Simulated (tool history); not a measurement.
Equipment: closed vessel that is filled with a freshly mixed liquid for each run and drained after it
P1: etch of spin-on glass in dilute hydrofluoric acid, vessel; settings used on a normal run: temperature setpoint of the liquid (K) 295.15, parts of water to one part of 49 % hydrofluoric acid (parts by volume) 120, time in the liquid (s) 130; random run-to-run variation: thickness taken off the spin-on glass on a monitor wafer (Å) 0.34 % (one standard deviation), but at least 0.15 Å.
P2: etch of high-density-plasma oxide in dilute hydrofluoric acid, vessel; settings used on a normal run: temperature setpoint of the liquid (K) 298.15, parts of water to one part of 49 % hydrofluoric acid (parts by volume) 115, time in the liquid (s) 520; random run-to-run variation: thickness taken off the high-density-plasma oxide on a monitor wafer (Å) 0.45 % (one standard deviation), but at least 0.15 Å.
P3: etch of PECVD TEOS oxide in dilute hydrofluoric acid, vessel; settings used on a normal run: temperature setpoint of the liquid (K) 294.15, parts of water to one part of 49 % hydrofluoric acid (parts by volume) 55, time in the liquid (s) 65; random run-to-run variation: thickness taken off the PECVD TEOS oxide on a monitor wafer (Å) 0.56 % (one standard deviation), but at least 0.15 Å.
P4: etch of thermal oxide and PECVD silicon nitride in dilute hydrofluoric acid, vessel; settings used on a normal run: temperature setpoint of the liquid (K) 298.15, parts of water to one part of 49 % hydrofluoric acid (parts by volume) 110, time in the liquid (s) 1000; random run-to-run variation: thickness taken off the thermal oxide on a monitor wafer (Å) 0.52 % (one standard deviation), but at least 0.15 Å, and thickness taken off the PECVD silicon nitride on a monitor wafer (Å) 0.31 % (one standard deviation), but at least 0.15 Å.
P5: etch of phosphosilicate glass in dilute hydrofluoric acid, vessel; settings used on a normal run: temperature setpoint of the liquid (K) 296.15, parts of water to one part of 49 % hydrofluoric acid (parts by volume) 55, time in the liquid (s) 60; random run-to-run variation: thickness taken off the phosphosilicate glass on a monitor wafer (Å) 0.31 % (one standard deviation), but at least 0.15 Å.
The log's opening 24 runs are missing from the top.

run	day	process that ran	temperature setpoint of the liquid (K)	parts of water to one part of 49 % hydrofluoric acid (parts by volume)	time in the liquid (s)	hours since the thermometer was replaced	hours since the hydrofluoric acid flow meter was replaced	thickness taken off the spin-on glass on a monitor wafer (Å)	thickness taken off the high-density-plasma oxide on a monitor wafer (Å)	thickness taken off the thermal oxide on a monitor wafer (Å)	thickness taken off the PECVD silicon nitride on a monitor wafer (Å)	thickness taken off the PECVD TEOS oxide on a monitor wafer (Å)	thickness taken off the phosphosilicate glass on a monitor wafer (Å)
25	10.938	P1	295.15	120	130	752.3	584	412.78					
26	11.254	P1	295.15	170	130	759.9	591.6	275.11					
27	11.842	P4	298.15	110	1000	774	605.7			442.59	560.07		
28	12.108	P1	295.15	120	195	780.4	612.1	616.41					
29	12.388	P1	295.15	35	70	787.1	618.8	840.9					
30	12.833	P3	294.15	95	65	797.8	629.5					105.76	
31	13.208	P2	298.15	115	920	806.8	638.5		753.61				
32	13.658	P3	294.15	55	30	817.6	649.3					87.675	

What will run 33 give?
33	14.108	P1	295.15	120	130	828.4	660.1	?					

thickness taken off the spin-on glass on a monitor wafer (Å): 410.03

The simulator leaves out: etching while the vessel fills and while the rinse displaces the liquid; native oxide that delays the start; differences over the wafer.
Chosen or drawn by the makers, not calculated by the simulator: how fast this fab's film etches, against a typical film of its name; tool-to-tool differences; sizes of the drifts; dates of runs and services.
